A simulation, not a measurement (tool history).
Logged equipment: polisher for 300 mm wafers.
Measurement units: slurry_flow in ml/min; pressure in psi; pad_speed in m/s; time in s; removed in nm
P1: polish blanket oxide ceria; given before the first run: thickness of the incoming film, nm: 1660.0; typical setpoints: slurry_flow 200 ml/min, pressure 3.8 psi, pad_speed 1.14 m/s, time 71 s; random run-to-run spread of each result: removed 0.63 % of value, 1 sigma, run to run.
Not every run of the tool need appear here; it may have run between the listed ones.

run,hour,slurry_flow,pressure,pad_speed,time,wafers polished on this pad,hours since the slurry nozzle was cleaned,hours since the head pressure was calibrated,removed
1,9.2,200,3.8,1.14,71,707,465.1,266.3,410.48
2,13.9,200,3.8,1.14,111,752,469.8,271.0,643.14
3,19.4,120,3.8,1.14,71,805,475.3,276.5,379.37
4,29.3,200,5.4,1.14,71,900,485.2,286.4,591.31
5,37.1,200,3.8,1.14,71,974,493.0,294.2,413.84
6,42.5,200,3.8,1.14,71,1026,498.4,299.6,415.75
# hour 45.8: head pressure recalibrated
7,48.0,305,3.8,0.84,71,1079,503.9,2.3,317.72
8,57.8,200,3.8,1.14,71,1173,513.7,12.1,411.83
9,63.9,200,3.8,1.54,90,1231,519.8,18.2,704.97
10,71.0,200,3.8,1.14,71,1299,526.9,25.3,408.89
11,77.4,200,3.8,1.14,71,1360,533.3,31.7,413.94
12,84.8,200,3.8,1.14,32,1431,540.7,39.1,184.28
13,90.4,280,3.8,1.14,71,1485,546.3,44.7,430.49
14,97.2,200,3.8,1.14,71,1550,553.1,51.5,415.03
15,103.6,200,3.8,0.52,71,1611,559.5,57.9,187.59
16,107.9,200,1.9,1.14,71,1652,563.8,62.2,205.41
17,113.5,200,3.8,1.74,71,1706,569.4,67.8,625.28
18,123.4,200,3.8,1.14,71,1801,579.3,77.7,410.32
19,132.4,200,3.8,1.14,71,1887,588.3,86.7,396.06
20,136.9,200,3.8,1.14,71,1930,592.8,91.2,391.54
21,146.0,200,3.8,1.14,71,2017,601.9,100.3,390.15
22,154.0,200,3.8,1.14,71,2094,609.9,108.3,389.71
# hour 158.7: worn pad replaced by a new one
23,159.8,200,3.8,1.14,71,11,615.7,114.1,384.75
24,169.3,200,3.8,1.14,71,102,625.2,123.6,383.23
25,173.7,200,3.8,1.14,71,144,629.6,128.0,382.22
26,180.9,200,3.8,1.14,71,213,636.8,135.2,385.12

The log shows P1 creeping away from where it was. Any of the 2 causes listed here, at the size stated for it, fits the log just as well as the others:
A: head's pressure below its setpoint, % = 6.63
B: slurry flow missing at the pad, % = 34.7
The process output started creeping at around hour 123.4.
Ruled out, with reasons:
removal rate lost through wear of the pad, %: maintenance at hour 158.7, after the shift began, did not return the process to its former output

Of the 4 check runs below, each run on 2 wafers with the results averaged and each result still a question mark, which one would tell the listed causes apart?
check 1,188.1,200,2.2,1.14,109,,,,?
check 2,188.1,125,3.8,0.54,71,,,,?
check 3,188.1,200,3.8,1.68,36,,,,?
check 4,188.1,200,2.1,1.14,53,,,,?

Check results expected under each cause:
check,result,if A,if B
check 1,removed,341.38,341.38
check 2,removed,168.40,162.38
check 3,removed,287.00,287.00
check 4,removed,158.45,158.45
Per check, the gap between the least separated pair of causes, taken in the result that splits them most: check 1 0 %; check 2 3.64 %; check 3 0 %; check 4 0 %
Only check 2 tells the causes apart: in the others they would give nearly the same result.

Here is what check 2 returned: removed 169.33 nm. Which cause is it?

The correct cause is A, namely: head's pressure below its setpoint, %.

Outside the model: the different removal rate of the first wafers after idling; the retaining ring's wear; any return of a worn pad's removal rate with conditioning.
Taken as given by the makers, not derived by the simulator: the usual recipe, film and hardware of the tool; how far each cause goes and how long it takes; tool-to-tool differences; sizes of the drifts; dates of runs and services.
